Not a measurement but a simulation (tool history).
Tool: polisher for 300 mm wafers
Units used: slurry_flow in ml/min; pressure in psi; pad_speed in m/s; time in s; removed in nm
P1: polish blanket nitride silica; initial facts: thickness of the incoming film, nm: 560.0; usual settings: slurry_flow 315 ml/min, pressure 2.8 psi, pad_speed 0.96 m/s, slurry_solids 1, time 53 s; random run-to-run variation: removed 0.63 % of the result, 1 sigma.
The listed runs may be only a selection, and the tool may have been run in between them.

| run | hour | slurry_flow | pressure | pad_speed | slurry_solids | time | wafers polished on this pad | hours since the slurry nozzle was cleaned | hours since the head pressure was calibrated | hours since the slurry blender was calibrated | hours since the conditioning disc was replaced | removed |
|---|---|---|---|---|---|---|---|---|---|---|---|---|
| 1 | 9.9 | 315 | 2.8 | 0.96 | 1 | 53 | 555 | 252.3 | 129.4 | 63.2 | 184.6 | 22.496 |
| 2 | 18.8 | 315 | 1.5 | 0.96 | 1 | 53 | 657 | 261.2 | 138.3 | 72.1 | 193.5 | 11.921 |
| 3 | 30.9 | 315 | 2.8 | 0.96 | 1 | 30 | 794 | 273.3 | 150.4 | 84.2 | 205.6 | 12.662 |
| 4 | 42.1 | 315 | 4.2 | 0.5 | 1 | 53 | 922 | 284.5 | 161.6 | 95.4 | 216.8 | 19.771 |
|  | 45.7 | slurry nozzle cleaned |
| 5 | 50 | 315 | 2.8 | 0.96 | 1 | 53 | 1012 | 4.3 | 169.5 | 103.3 | 224.7 | 22.35 |
| 6 | 59.6 | 315 | 2.8 | 0.96 | 1.25 | 53 | 1121 | 13.9 | 179.1 | 112.9 | 234.3 | 24.355 |
| 7 | 70.4 | 315 | 4.4 | 0.96 | 1 | 53 | 1244 | 24.7 | 189.9 | 123.7 | 245.1 | 35.095 |
| 8 | 79.4 | 315 | 2.8 | 0.58 | 1 | 53 | 1346 | 33.7 | 198.9 | 132.7 | 254.1 | 14.958 |
| 9 | 86.6 | 315 | 2.8 | 0.96 | 1 | 53 | 1428 | 40.9 | 206.1 | 139.9 | 261.3 | 22.199 |
| 10 | 98.2 | 315 | 2.8 | 0.96 | 1 | 53 | 1560 | 52.5 | 217.7 | 151.5 | 272.9 | 22.361 |
| 11 | 105.5 | 480 | 2.8 | 0.96 | 1 | 53 | 1643 | 59.8 | 225 | 158.8 | 280.2 | 22.899 |
| 12 | 117.5 | 190 | 2.8 | 0.96 | 1 | 53 | 1779 | 71.8 | 237 | 170.8 | 292.2 | 20.881 |
| 13 | 124.3 | 210 | 1.7 | 0.96 | 1 | 53 | 1857 | 78.6 | 243.8 | 177.6 | 299 | 12.949 |
| 14 | 135.1 | 315 | 2.8 | 1.44 | 1 | 53 | 1980 | 89.4 | 254.6 | 188.4 | 309.8 | 30.431 |
| 15 | 143.2 | 315 | 2.8 | 0.96 | 1 | 53 | 2072 | 97.5 | 262.7 | 196.5 | 317.9 | 22.22 |

The next listed run, before its measurement:
| 16 | 149 | 315 | 2.8 | 0.96 | 0.55 | 53 | 2138 | 103.3 | 268.5 | 202.3 | 323.7 | ? |

removed: 16.288 nm

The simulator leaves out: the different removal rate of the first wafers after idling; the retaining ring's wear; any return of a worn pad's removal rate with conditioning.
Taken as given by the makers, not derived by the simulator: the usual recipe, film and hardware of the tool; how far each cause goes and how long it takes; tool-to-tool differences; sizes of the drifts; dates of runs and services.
